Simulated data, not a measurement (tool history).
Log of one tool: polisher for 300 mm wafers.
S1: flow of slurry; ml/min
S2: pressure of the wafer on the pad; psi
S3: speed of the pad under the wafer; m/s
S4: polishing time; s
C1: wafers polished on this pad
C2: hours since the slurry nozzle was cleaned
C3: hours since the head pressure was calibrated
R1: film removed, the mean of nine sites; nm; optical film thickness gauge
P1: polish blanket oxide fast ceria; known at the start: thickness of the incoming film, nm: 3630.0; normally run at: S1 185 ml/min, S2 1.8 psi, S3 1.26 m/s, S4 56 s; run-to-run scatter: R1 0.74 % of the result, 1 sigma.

run,day,S1,S2,S3,S4,C1,C2,C3,R1
1,0.179,185,1.8,1.26,56,276,552.1,160.0,859.74
2,0.517,185,0.8,1.26,56,388,560.2,168.1,379.70
3,0.704,185,1.8,1.26,28,450,564.7,172.6,426.23
4,0.996,185,1.8,1.98,56,547,571.7,179.6,1351.10
5,1.258,185,1.8,1.26,56,634,578.0,185.9,850.11
6,1.567,185,1.8,1.26,56,736,585.4,193.3,849.61
7,1.804,185,2.5,1.26,76,815,591.1,199.0,1616.60
8,2.071,185,1.3,1.70,56,904,597.5,205.4,833.30
9,2.317,185,1.8,1.26,56,985,603.4,211.3,862.11
10,2.654,185,1.8,1.26,56,1097,611.5,219.4,851.53
11,3.000,185,1.8,1.26,73,1212,619.8,227.7,1107.10
12,3.167,185,1.8,0.68,56,1267,623.8,231.7,466.34
13,3.350,290,1.8,1.26,56,1328,628.2,236.1,910.65
14,3.529,110,1.8,1.26,56,1387,632.5,240.4,772.04
15,3.712,185,2.7,1.26,56,1448,636.9,244.8,1270.80
16,4.021,185,1.8,1.26,56,1550,644.3,252.2,860.51
17,4.354,185,1.8,1.26,56,1661,652.3,260.2,828.26
18,4.696,185,1.8,1.26,56,1774,660.5,268.4,809.68
19,4.983,185,1.8,1.26,56,1870,667.4,275.3,813.03
# day 5.167: head pressure recalibrated
20,5.171,185,1.8,1.26,56,1932,671.9,0.2,799.68
21,5.362,185,1.8,1.26,56,1996,676.5,4.8,797.92
22,5.571,185,1.8,1.26,56,2065,681.5,9.8,813.99

What P1 gives has crept away from where it was. These 2 causes fit the log equally well, each at the size given:
A: slurry flow missing at the pad, % = 31.9
B: removal rate lost through wear of the pad, % = 6.39
The creep began at about day 4.021.
Why every other cause is out:
head's pressure below its setpoint, %: serviced at day 5.167, which brought nothing back

4 check runs are offered, each on 3 wafers whose results are averaged, their results left as question marks. Which one tells the causes apart?
check 1,5.779,185,1.4,1.26,56,,,,?
check 2,5.779,185,1.8,1.26,44,,,,?
check 3,5.779,185,1.8,0.82,56,,,,?
check 4,5.779,115,1.8,1.26,56,,,,?

What each check would give under each cause:
check,result,if A,if B
check 1,R1,623.44,623.51
check 2,R1,629.81,629.88
check 3,R1,521.66,521.72
check 4,R1,710.33,735.91
How far apart the two closest causes lie, in the result that separates them most: check 1 0.01 %; check 2 0.01 %; check 3 0.01 %; check 4 3.54 %
Check 4 tells the causes apart: in the others they would give nearly the same result.

Then check 4 was run and gave: R1 713.85 nm. Which cause is it?

It is A: slurry flow missing at the pad, %.

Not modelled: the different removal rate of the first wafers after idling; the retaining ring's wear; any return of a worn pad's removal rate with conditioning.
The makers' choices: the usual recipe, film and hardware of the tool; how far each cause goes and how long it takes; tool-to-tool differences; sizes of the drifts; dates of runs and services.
